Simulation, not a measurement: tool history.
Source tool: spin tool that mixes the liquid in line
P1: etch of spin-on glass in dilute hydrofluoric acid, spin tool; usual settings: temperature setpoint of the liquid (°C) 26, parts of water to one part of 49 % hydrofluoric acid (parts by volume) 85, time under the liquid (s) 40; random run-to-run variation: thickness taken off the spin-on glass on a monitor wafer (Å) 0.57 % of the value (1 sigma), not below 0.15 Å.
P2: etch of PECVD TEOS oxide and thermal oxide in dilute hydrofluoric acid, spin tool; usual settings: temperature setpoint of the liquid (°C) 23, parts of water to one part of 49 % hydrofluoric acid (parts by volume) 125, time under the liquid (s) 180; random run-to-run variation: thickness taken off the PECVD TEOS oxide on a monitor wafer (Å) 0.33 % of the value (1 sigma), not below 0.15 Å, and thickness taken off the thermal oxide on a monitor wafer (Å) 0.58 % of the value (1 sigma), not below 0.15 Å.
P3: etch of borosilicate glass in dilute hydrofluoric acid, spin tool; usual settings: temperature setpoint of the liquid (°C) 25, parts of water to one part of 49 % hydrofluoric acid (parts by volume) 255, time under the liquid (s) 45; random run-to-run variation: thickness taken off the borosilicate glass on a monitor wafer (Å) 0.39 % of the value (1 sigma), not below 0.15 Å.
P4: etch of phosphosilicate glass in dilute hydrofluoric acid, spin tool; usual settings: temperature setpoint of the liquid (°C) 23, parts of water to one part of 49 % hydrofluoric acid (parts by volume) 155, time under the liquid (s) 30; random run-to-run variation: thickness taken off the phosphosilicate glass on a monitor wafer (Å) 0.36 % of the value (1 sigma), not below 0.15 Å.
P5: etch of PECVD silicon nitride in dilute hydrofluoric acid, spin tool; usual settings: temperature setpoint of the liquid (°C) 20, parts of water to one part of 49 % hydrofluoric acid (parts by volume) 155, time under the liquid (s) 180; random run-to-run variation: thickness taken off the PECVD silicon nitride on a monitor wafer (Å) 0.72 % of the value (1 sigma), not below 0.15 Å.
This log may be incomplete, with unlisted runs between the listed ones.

| run | hour | process that ran | temperature setpoint of the liquid (°C) | parts of water to one part of 49 % hydrofluoric acid (parts by volume) | time under the liquid (s) | hours since the thermometer was replaced | hours since the hydrofluoric acid flow meter was replaced | thickness taken off the spin-on glass on a monitor wafer (Å) | thickness taken off the borosilicate glass on a monitor wafer (Å) | thickness taken off the PECVD silicon nitride on a monitor wafer (Å) | thickness taken off the PECVD TEOS oxide on a monitor wafer (Å) | thickness taken off the thermal oxide on a monitor wafer (Å) | thickness taken off the phosphosilicate glass on a monitor wafer (Å) |
|---|---|---|---|---|---|---|---|---|---|---|---|---|---|
| 1 | 14.9 | P1 | 26 | 85 | 40 | 463 | 230.1 | 238.3 |  |  |  |  |  |
| 2 | 25.2 | P1 | 31.5 | 85 | 40 | 473.3 | 240.4 | 295.35 |  |  |  |  |  |
| 3 | 34.8 | P3 | 21.5 | 255 | 45 | 482.9 | 250 |  | 53.983 |  |  |  |  |
| 4 | 52.5 | P5 | 20 | 155 | 355 | 500.6 | 267.7 |  |  | 55.093 |  |  |  |
| 5 | 66.2 | P5 | 20 | 95 | 180 | 514.3 | 281.4 |  |  | 44.433 |  |  |  |
| 6 | 80 | P1 | 26 | 85 | 40 | 528.1 | 295.2 | 238.14 |  |  |  |  |  |
| 7 | 93.9 | P2 | 23 | 125 | 180 | 542 | 309.1 |  |  |  | 241.93 | 63.414 |  |
| 8 | 104.3 | P4 | 17 | 155 | 30 | 552.4 | 319.5 |  |  |  |  |  | 86.536 |
| 9 | 119.6 | P3 | 25 | 40 | 45 | 567.7 | 334.8 |  | 509.47 |  |  |  |  |
|  | 134.3 | hydrofluoric acid flow meter replaced |
| 10 | 134.8 | P4 | 23 | 155 | 55 | 582.9 | 0.6 |  |  |  |  |  | 198.87 |
| 11 | 143.5 | P1 | 22.5 | 85 | 15 | 591.6 | 9.3 | 77.189 |  |  |  |  |  |
| 12 | 157.7 | P4 | 23 | 250 | 30 | 605.8 | 23.5 |  |  |  |  |  | 61.047 |
| 13 | 168.8 | P1 | 26 | 85 | 70 | 616.9 | 34.6 | 413.55 |  |  |  |  |  |
| 14 | 183 | P1 | 26 | 85 | 40 | 631.1 | 48.8 | 237.2 |  |  |  |  |  |
| 15 | 195.9 | P2 | 23 | 170 | 180 | 644 | 61.7 |  |  |  | 168.36 | 43.727 |  |
| 16 | 204.1 | P2 | 23 | 125 | 15 | 652.2 | 69.9 |  |  |  | 20.25 | 5.2226 |  |
| 17 | 220.8 | P5 | 20 | 155 | 180 | 668.9 | 86.6 |  |  | 27.807 |  |  |  |
| 18 | 237.8 | P1 | 26 | 150 | 40 | 685.9 | 103.6 | 126.48 |  |  |  |  |  |
| 19 | 248.2 | P5 | 20 | 155 | 180 | 696.3 | 114 |  |  | 27.474 |  |  |  |
| 20 | 255.9 | P4 | 23 | 155 | 30 | 704 | 121.7 |  |  |  |  |  | 109.21 |
| 21 | 272.2 | P1 | 26 | 85 | 15 | 720.3 | 138 | 89.556 |  |  |  |  |  |
| 22 | 285.6 | P2 | 29 | 125 | 180 | 733.7 | 151.4 |  |  |  | 303.8 | 79.741 |  |
| 23 | 296.6 | P3 | 25 | 255 | 45 | 744.7 | 162.4 |  | 61.671 |  |  |  |  |
| 24 | 309.2 | P3 | 25 | 255 | 15 | 757.3 | 175 |  | 20.539 |  |  |  |  |
| 25 | 323.6 | P1 | 31 | 85 | 20 | 771.7 | 189.4 | 146.55 |  |  |  |  |  |
| 26 | 338.3 | P1 | 26 | 85 | 40 | 786.4 | 204.1 | 239.93 |  |  |  |  |  |
| 27 | 353.5 | P1 | 26 | 25 | 40 | 801.6 | 219.3 | 885.34 |  |  |  |  |  |
| 28 | 370.6 | P1 | 22 | 85 | 40 | 818.7 | 236.4 | 204.16 |  |  |  |  |  |
| 29 | 379.7 | P4 | 23 | 155 | 30 | 827.8 | 245.5 |  |  |  |  |  | 108.91 |
| 30 | 390.6 | P5 | 26 | 155 | 180 | 838.7 | 256.4 |  |  | 41.592 |  |  |  |
| 31 | 403.9 | P1 | 26 | 85 | 40 | 852 | 269.7 | 241.44 |  |  |  |  |  |
| 32 | 419.1 | P1 | 26 | 85 | 40 | 867.2 | 284.9 | 232.75 |  |  |  |  |  |
| 33 | 436 | P1 | 26 | 85 | 40 | 884.1 | 301.8 | 228.04 |  |  |  |  |  |
| 34 | 447.4 | P1 | 26 | 85 | 40 | 895.5 | 313.2 | 227.61 |  |  |  |  |  |
| 35 | 464.7 | P1 | 26 | 85 | 40 | 912.8 | 330.5 | 224.19 |  |  |  |  |  |
| 36 | 479.5 | P1 | 26 | 85 | 40 | 927.6 | 345.3 | 226.57 |  |  |  |  |  |
| 37 | 490.3 | P1 | 26 | 85 | 40 | 938.4 | 356.1 | 225.97 |  |  |  |  |  |
| 38 | 501.4 | P1 | 26 | 85 | 40 | 949.5 | 367.2 | 223.37 |  |  |  |  |  |
| 39 | 514.3 | P1 | 26 | 85 | 40 | 962.4 | 380.1 | 225.7 |  |  |  |  |  |

The output of P1 has drifted from where it used to be. Each of the 2 causes below, taken at the size shown beside it, accounts for the log equally well:
A: liquid colder than its thermometer reads (K) = 1.53
B: hydrofluoric acid flow below the setpoint (%) = 5.27
The onset of the drift is placed at about hour 403.9.

Below are 4 check runs, each averaged over 2 wafers, with their results shown as question marks. Which of them would give clearly different results depending on which cause is behind the drift?
| check 1 | 527.2 | P4 | 19 | 155 | 45 |  |  |  |  |  |  |  | ? |
| check 2 | 527.2 | P5 | 20 | 155 | 340 |  |  |  |  | ? |  |  |  |
| check 3 | 527.2 | P2 | 27 | 125 | 15 |  |  |  |  |  | ? | ? |  |
| check 4 | 527.2 | P3 | 25 | 130 | 15 |  |  |  | ? |  |  |  |  |

Expected result of each check under each candidate cause:
| check | result | if A | if B |
|---|---|---|---|
| check 1 | thickness taken off the phosphosilicate glass on a monitor wafer (Å) | 131.38 | 131.25 |
| check 2 | thickness taken off the PECVD silicon nitride on a monitor wafer (Å) | 47.584 | 50.024 |
| check 3 | thickness taken off the PECVD TEOS oxide on a monitor wafer (Å) | 22.178 | 22.076 |
| check 3 | thickness taken off the thermal oxide on a monitor wafer (Å) | 5.821 | 5.7941 |
| check 4 | thickness taken off the borosilicate glass on a monitor wafer (Å) | 43.735 | 43.578 |
Separation of the two closest causes in each check, using whichever result separates them best: check 1 0.1 %; check 2 5 %; check 3 0.46 %; check 4 0.36 %
The other checks would show nearly matching results whichever cause is true, so check 2 is the only one that separates the causes.

After running check 2, the following was obtained: thickness taken off the PECVD silicon nitride on a monitor wafer (Å) 50.526. Which cause does this point to?

B is the cause: hydrofluoric acid flow below the setpoint (%).
